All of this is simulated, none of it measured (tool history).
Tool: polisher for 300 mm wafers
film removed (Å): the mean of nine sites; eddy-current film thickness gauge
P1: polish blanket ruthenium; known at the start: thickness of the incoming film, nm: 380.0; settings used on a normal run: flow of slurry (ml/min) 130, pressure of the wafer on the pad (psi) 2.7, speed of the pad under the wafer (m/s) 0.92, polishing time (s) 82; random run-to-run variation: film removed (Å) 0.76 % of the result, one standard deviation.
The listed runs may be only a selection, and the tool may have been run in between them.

run   hour  flow of slurry (ml/min)  pressure of the wafer on the pad (psi)  speed of the pad under the wafer (m/s)  polishing time (s)  film removed (Å)
  1   14.8                      130                                     2.7                                    0.92                  82            1185.1
  2   23.9                      130                                     2.7                                    0.92                  82            1179.8
  3   32.7                      130                                     1.5                                    0.68                  82            486.22
      33.9  -- slurry nozzle cleaned
  4   47.9                      130                                     2.7                                    0.92                  82            1182.5
  5   62.9                      130                                     2.7                                    1.26                  82            1646.1
  6   78.1                      130                                     2.7                                    0.92                  82            1176.7
  7     89                       80                                     2.7                                    0.92                  82            1037.3
  8   96.4                      130                                     2.7                                    0.92                 123            1796.7
  9  112.1                      130                                     2.7                                    0.92                  55            805.26
 10  122.4                      130                                     2.7                                    0.92                  82            1192.6
 11  138.6                      130                                     2.7                                    0.56                  82            729.41
 12  152.1                      130                                     2.7                                    0.92                  82            1189.9
 13  161.4                      130                                     1.2                                    0.92                  82            530.04
 14  172.9                      200                                     2.7                                    0.92                  82            1276.4
 15  187.3                      130                                     3.6                                    0.92                  82            1584.2
 16    195                      130                                     2.7                                    0.92                  82            1183.1
 17  204.9                      130                                     2.7                                    0.92                  82            1153.9
 18  212.7                      130                                     2.7                                    0.92                  82            1153.8
     223.2  -- worn pad replaced by a new one
 19  223.7                      130                                     2.7                                    0.92                  82            1119.2
 20  238.7                      130                                     2.7                                    0.92                  82            1086.5
 21    253                      130                                     2.7                                    0.92                  82            1083.1
 22  262.7                      130                                     2.7                                    0.92                  82            1091.3

The log shows P1 creeping away from where it was. Any of the 2 causes listed here, at the size stated for it, fits the log just as well as the others:
A: slurry flow missing at the pad, % = 28.6
B: head's pressure below its setpoint, % = 7.49
Onset of the creep was near hour 195.
The rest of the possible causes, and what rules out each one:
removal rate lost through wear of the pad, %: serviced after onset, at hour 223.2, with no recovery of the prior output

The list below offers 4 check runs, each averaging the results of 3 wafers, and shows each result as a question mark. For which of them would the listed causes give clearly different results?
check 1  272.4                      130                                     2.7                                    1.24                  82                 ?
check 2  272.4                      130                                     3.5                                    0.92                  82                 ?
check 3  272.4                      130                                     2.1                                    0.92                  82                 ?
check 4  272.4                       85                                     2.7                                    0.92                  82                 ?

Predicted outcomes, by check and by cause:
  check            result    if A    if B
check 1  film removed (Å)  1481.1  1481.2
check 2  film removed (Å)  1424.4  1424.5
check 3  film removed (Å)  854.66  854.72
check 4  film removed (Å)  958.18  991.97
Minimum pairwise separation of causes per check, each pair taken at its best-separating result: check 1 0.01 %; check 2 0.01 %; check 3 0.01 %; check 4 3.47 %
The causes can be told apart only by check 4. The other checks would give nearly the same results under each of them.

Here is what check 4 returned: film removed (Å) 960.91. Which cause is it?

It was cause A: slurry flow missing at the pad, %.

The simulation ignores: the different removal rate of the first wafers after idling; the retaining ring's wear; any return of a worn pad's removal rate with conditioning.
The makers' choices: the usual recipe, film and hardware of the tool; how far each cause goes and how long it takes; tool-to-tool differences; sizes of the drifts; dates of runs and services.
